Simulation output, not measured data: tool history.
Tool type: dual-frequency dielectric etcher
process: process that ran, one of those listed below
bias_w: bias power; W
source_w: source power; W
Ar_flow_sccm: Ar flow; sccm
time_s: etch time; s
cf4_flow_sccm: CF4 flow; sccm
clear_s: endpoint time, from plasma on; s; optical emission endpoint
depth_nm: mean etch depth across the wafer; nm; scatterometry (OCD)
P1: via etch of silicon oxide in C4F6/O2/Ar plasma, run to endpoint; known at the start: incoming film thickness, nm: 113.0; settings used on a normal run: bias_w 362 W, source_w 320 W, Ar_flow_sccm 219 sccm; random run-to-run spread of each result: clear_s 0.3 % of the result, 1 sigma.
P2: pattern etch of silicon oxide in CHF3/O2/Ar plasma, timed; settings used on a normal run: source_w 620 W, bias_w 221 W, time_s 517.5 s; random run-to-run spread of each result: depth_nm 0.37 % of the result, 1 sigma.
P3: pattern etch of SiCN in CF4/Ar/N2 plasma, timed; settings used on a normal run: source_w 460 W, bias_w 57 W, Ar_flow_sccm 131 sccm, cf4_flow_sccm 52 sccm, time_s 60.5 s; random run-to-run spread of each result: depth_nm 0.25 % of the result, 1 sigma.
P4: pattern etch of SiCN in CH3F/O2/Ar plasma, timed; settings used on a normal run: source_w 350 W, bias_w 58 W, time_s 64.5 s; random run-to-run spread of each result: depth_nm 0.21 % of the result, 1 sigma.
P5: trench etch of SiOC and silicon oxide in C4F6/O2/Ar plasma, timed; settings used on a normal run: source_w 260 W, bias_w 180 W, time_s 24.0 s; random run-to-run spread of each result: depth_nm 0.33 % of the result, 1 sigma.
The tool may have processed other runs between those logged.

| run | day | process | bias_w | source_w | Ar_flow_sccm | time_s | cf4_flow_sccm | hours since the last wet clean | hours since the last bias power generator calibration | hours since the last source power generator calibration | hours since the last Ar flow controller change | clear_s | depth_nm |
|---|---|---|---|---|---|---|---|---|---|---|---|---|---|
| 1 | 0.175 | P1 | 362 | 320 | 219 |  |  | 149.8 | 591.8 | 388.7 | 3010.0 | 30.013 |  |
| 2 | 0.450 | P1 | 362 | 320 | 219 |  |  | 156.4 | 598.4 | 395.3 | 3016.6 | 30.038 |  |
| 3 | 0.683 | P4 | 58 | 350 |  | 64.5 |  | 162.0 | 604.0 | 400.9 | 3022.2 |  | 21.339 |
| 4 | 0.912 | P1 | 499 | 250 | 219 |  |  | 167.5 | 609.5 | 406.4 | 3027.7 | 29.142 |  |
| 5 | 1.067 | P2 | 221 | 760 |  | 517.5 |  | 171.2 | 613.2 | 410.1 | 3031.4 |  | 1205.900 |
| 6 | 1.246 | P5 | 180 | 260 |  | 13.5 |  | 175.5 | 617.5 | 414.4 | 3035.7 |  | 22.960 |
| 7 | 1.567 | P4 | 58 | 350 |  | 92.5 |  | 183.2 | 625.2 | 422.1 | 3043.4 |  | 30.513 |
| 8 | 1.817 | P1 | 505 | 320 | 219 |  |  | 189.2 | 631.2 | 428.1 | 3049.4 | 26.430 |  |
| 9 | 2.021 | P1 | 504 | 320 | 137 |  |  | 194.1 | 636.1 | 433.0 | 3054.3 | 25.152 |  |
| 10 | 2.338 | P3 | 57 | 460 | 131 | 80.0 | 52 | 201.7 | 643.7 | 440.6 | 3061.9 |  | 58.637 |
| 11 | 2.642 | P2 | 221 | 620 |  | 298.5 |  | 209.0 | 651.0 | 447.9 | 3069.2 |  | 649.950 |
| 12 | 2.817 | P3 | 57 | 460 | 131 | 60.5 | 52 | 213.2 | 655.2 | 452.1 | 3073.4 |  | 44.443 |
| 13 | 3.075 | P1 | 256 | 320 | 219 |  |  | 219.4 | 661.4 | 458.3 | 3079.6 | 33.948 |  |
| 14 | 3.308 | P2 | 221 | 620 |  | 517.5 |  | 225.0 | 667.0 | 463.9 | 3085.2 |  | 1117.400 |
| 15 | 3.462 | P4 | 58 | 420 |  | 64.5 |  | 228.7 | 670.7 | 467.6 | 3088.9 |  | 22.791 |
| 16 | 3.704 | P3 | 57 | 460 | 99 | 60.5 | 52 | 234.5 | 676.5 | 473.4 | 3094.7 |  | 46.531 |
| 17 | 3.850 | P1 | 362 | 320 | 219 |  |  | 238.0 | 680.0 | 476.9 | 3098.2 | 30.216 |  |
| 18 | 3.988 | P1 | 362 | 320 | 219 |  |  | 241.3 | 683.3 | 480.2 | 3101.5 | 30.021 |  |
| 19 | 4.296 | P5 | 180 | 160 |  | 24.0 |  | 248.7 | 690.7 | 487.6 | 3108.9 |  | 33.886 |
| 20 | 4.488 | P1 | 362 | 320 | 278 |  |  | 253.3 | 695.3 | 492.2 | 3113.5 | 30.734 |  |
| 21 | 4.792 | P3 | 57 | 550 | 131 | 60.5 | 52 | 260.6 | 702.6 | 499.5 | 3120.8 |  | 52.165 |
| 22 | 5.021 | P1 | 362 | 230 | 219 |  |  | 266.1 | 708.1 | 505.0 | 3126.3 | 33.818 |  |
| 23 | 5.275 | P3 | 57 | 460 | 131 | 60.5 | 74 | 272.2 | 714.2 | 511.1 | 3132.4 |  | 47.311 |
| 24 | 5.454 | P1 | 362 | 450 | 219 |  |  | 276.5 | 718.5 | 515.4 | 3136.7 | 26.419 |  |
| 25 | 5.617 | P3 | 78 | 460 | 131 | 60.5 | 52 | 280.4 | 722.4 | 519.3 | 3140.6 |  | 49.820 |
|  | 5.696 | bias power generator calibrated |
| 26 | 5.775 | P1 | 362 | 320 | 158 |  |  | 284.2 | 1.9 | 523.1 | 3144.4 | 28.851 |  |
| 27 | 5.971 | P4 | 80 | 350 |  | 64.5 |  | 288.9 | 6.6 | 527.8 | 3149.1 |  | 23.900 |
| 28 | 6.167 | P5 | 133 | 260 |  | 24.0 |  | 293.6 | 11.3 | 532.5 | 3153.8 |  | 36.983 |
| 29 | 6.458 | P5 | 180 | 260 |  | 24.0 |  | 300.6 | 18.3 | 539.5 | 3160.8 |  | 40.788 |
| 30 | 6.658 | P2 | 129 | 620 |  | 517.5 |  | 305.4 | 23.1 | 544.3 | 3165.6 |  | 935.260 |
| 31 | 6.842 | P1 | 362 | 320 | 219 |  |  | 309.8 | 27.5 | 548.7 | 3170.0 | 30.017 |  |
| 32 | 7.008 | P1 | 362 | 320 | 219 |  |  | 313.8 | 31.5 | 552.7 | 3174.0 | 30.077 |  |
| 33 | 7.146 | P1 | 362 | 320 | 219 |  |  | 317.1 | 34.8 | 556.0 | 3177.3 | 30.271 |  |
| 34 | 7.450 | P1 | 362 | 320 | 219 |  |  | 324.4 | 42.1 | 563.3 | 3184.6 | 30.303 |  |
| 35 | 7.646 | P1 | 362 | 320 | 219 |  |  | 329.1 | 46.8 | 568.0 | 3189.3 | 30.438 |  |
|  | 7.838 | Ar flow controller replaced |
| 36 | 7.921 | P1 | 362 | 320 | 219 |  |  | 335.7 | 53.4 | 574.6 | 2.0 | 30.379 |  |
|  | 7.954 | wet clean of the chamber |
| 37 | 8.088 | P1 | 362 | 320 | 219 |  |  | 3.3 | 57.4 | 578.6 | 6.0 | 30.493 |  |
| 38 | 8.396 | P1 | 362 | 320 | 219 |  |  | 10.7 | 64.8 | 586.0 | 13.4 | 30.442 |  |
| 39 | 8.662 | P1 | 362 | 320 | 219 |  |  | 17.1 | 71.2 | 592.4 | 19.8 | 30.442 |  |

What P1 gives has crept away from where it was. These 2 causes fit the log equally well, each at the size given:
A: source power that arrives under what is set, % = 3.94
B: bias power that arrives under what is set, % = 4.09
At approximately day 6.842, the process output began to creep.
All other causes, with the reason each is excluded:
chamber walls in a state that lowers the etch rate, %: work on it at day 7.954, done after the drift set in, did not restore what the process gave before
Ar flow that arrives over what is set, %: work on it at day 7.838, done after the drift set in, did not restore what the process gave before

Below are 4 check runs, each on a single wafer, with their results shown as question marks. Which of them would tell the listed causes apart, meaning the causes would give clearly different results under it?
| check 1 | 8.929 | P3 | 57 | 460 | 131 | 60.5 | 68 |  |  |  |  |  | ? |
| check 2 | 8.929 | P4 | 80 | 350 |  | 92.0 |  |  |  |  |  |  | ? |
| check 3 | 8.929 | P5 | 134 | 170 |  | 24.0 |  |  |  |  |  |  | ? |
| check 4 | 8.929 | P2 | 135 | 620 |  | 328.0 |  |  |  |  |  |  | ? |

Outcome of each check run for each possible cause:
| check | result | if A | if B |
|---|---|---|---|
| check 1 | depth_nm | 44.966 | 45.917 |
| check 2 | depth_nm | 33.566 | 33.559 |
| check 3 | depth_nm | 31.016 | 31.092 |
| check 4 | depth_nm | 592.310 | 593.830 |
How far apart the two closest causes lie, in the result that separates them most: check 1 2.09 %; check 2 0.02 %; check 3 0.25 %; check 4 0.26 %
The causes can be told apart only by check 1. The other checks would give nearly the same results under each of them.

Check 1 was carried out, with these results: depth_nm 44.965 nm. Which of the listed causes is responsible?

The cause is A: source power that arrives under what is set, %.
